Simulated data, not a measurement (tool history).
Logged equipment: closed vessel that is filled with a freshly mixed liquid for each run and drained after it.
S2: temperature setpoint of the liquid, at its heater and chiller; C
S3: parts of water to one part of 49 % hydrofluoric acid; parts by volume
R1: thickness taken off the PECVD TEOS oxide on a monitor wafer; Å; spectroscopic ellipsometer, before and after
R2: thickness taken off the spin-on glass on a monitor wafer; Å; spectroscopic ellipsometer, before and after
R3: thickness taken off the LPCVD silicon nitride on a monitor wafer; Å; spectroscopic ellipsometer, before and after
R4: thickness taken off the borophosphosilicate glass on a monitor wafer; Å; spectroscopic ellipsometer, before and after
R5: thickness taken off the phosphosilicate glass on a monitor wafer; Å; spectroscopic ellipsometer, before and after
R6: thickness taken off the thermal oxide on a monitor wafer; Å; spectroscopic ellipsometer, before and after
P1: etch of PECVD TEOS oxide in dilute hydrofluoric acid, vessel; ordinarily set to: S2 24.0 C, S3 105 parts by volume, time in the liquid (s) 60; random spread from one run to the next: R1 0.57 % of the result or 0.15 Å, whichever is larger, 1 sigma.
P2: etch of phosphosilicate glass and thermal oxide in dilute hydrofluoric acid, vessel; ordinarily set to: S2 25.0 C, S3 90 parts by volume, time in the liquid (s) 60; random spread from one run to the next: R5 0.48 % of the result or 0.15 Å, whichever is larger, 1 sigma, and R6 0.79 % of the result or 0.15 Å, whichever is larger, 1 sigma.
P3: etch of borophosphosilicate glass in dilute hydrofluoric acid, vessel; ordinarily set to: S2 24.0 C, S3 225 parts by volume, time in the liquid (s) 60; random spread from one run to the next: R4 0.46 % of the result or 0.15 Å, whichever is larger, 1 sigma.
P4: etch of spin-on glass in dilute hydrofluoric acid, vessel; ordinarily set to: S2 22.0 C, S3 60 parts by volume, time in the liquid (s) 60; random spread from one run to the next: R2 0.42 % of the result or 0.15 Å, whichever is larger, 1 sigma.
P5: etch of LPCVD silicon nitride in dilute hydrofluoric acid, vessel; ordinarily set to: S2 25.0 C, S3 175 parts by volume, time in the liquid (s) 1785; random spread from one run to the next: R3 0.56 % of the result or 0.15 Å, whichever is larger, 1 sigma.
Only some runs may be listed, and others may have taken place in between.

Run 1, hour 2.2: process that ran P1, S2 24.0 C, S3 105 parts by volume, time in the liquid (s) 60. Result: R1 81.151 Å.
Run 2, hour 5.7: process that ran P1, S2 17.0 C, S3 105 parts by volume, time in the liquid (s) 60. Result: R1 60.133 Å.
Run 3, hour 8.2: process that ran P4, S2 22.0 C, S3 60 parts by volume, time in the liquid (s) 60. Result: R2 292.09 Å.
Run 4, hour 12.1: process that ran P5, S2 32.5 C, S3 175 parts by volume, time in the liquid (s) 1785. Result: R3 79.268 Å.
Run 5, hour 16.4: process that ran P3, S2 24.0 C, S3 225 parts by volume, time in the liquid (s) 115. Result: R4 163.490 Å.
Run 6, hour 19.2: process that ran P1, S2 24.0 C, S3 105 parts by volume, time in the liquid (s) 60. Result: R1 80.081 Å.
Run 7, hour 21.6: process that ran P3, S2 18.0 C, S3 225 parts by volume, time in the liquid (s) 60. Result: R4 67.272 Å.
Run 8, hour 25.7: process that ran P1, S2 24.0 C, S3 105 parts by volume, time in the liquid (s) 60. Result: R1 80.891 Å.
Run 9, hour 27.9: process that ran P2, S2 32.0 C, S3 90 parts by volume, time in the liquid (s) 60. Result: R5 1824.90 Å, R6 43.481 Å.
Run 10, hour 31.0: process that ran P5, S2 25.0 C, S3 320 parts by volume, time in the liquid (s) 1785. Result: R3 27.492 Å.
Run 11, hour 34.0: process that ran P5, S2 25.0 C, S3 175 parts by volume, time in the liquid (s) 3265. Result: R3 92.262 Å.
Run 12, hour 38.1: process that ran P1, S2 24.0 C, S3 150 parts by volume, time in the liquid (s) 60. Result: R1 53.201 Å.
Run 13, hour 40.5: process that ran P4, S2 22.0 C, S3 60 parts by volume, time in the liquid (s) 60. Result: R2 292.59 Å.
Run 14, hour 42.7: process that ran P5, S2 25.0 C, S3 175 parts by volume, time in the liquid (s) 1785. Result: R3 50.205 Å.
Run 15, hour 46.1: process that ran P5, S2 25.0 C, S3 175 parts by volume, time in the liquid (s) 1785. Result: R3 50.127 Å.
Run 16, hour 50.7: process that ran P1, S2 28.5 C, S3 105 parts by volume, time in the liquid (s) 60. Result: R1 95.685 Å.
Run 17, hour 55.2: process that ran P3, S2 24.0 C, S3 225 parts by volume, time in the liquid (s) 60. Result: R4 84.689 Å.
Run 18, hour 60.0: process that ran P1, S2 24.0 C, S3 105 parts by volume, time in the liquid (s) 60. Result: R1 80.696 Å.
Run 19, hour 63.7: process that ran P2, S2 25.0 C, S3 90 parts by volume, time in the liquid (s) 30. Result: R5 699.31 Å, R6 16.801 Å.
Run 20, hour 65.8: process that ran P1, S2 24.0 C, S3 70 parts by volume, time in the liquid (s) 30. Result: R1 63.346 Å.
Run 21, hour 67.9: process that ran P2, S2 25.0 C, S3 90 parts by volume, time in the liquid (s) 60. Result: R5 1395.90 Å, R6 32.889 Å.
Run 22, hour 72.6: process that ran P1, S2 24.0 C, S3 65 parts by volume, time in the liquid (s) 60. Result: R1 136.490 Å.
Run 23, hour 77.1: process that ran P2, S2 25.0 C, S3 20 parts by volume, time in the liquid (s) 60. Result: R5 6921.10 Å, R6 164.740 Å.

Run 24 is up next; what results do you expect?
Run 24, hour 80.9: process that ran P1, S2 24.0 C, S3 105 parts by volume, time in the liquid (s) 60. Result: R1 ?.

Run 24 measured R1 79.527 Å.
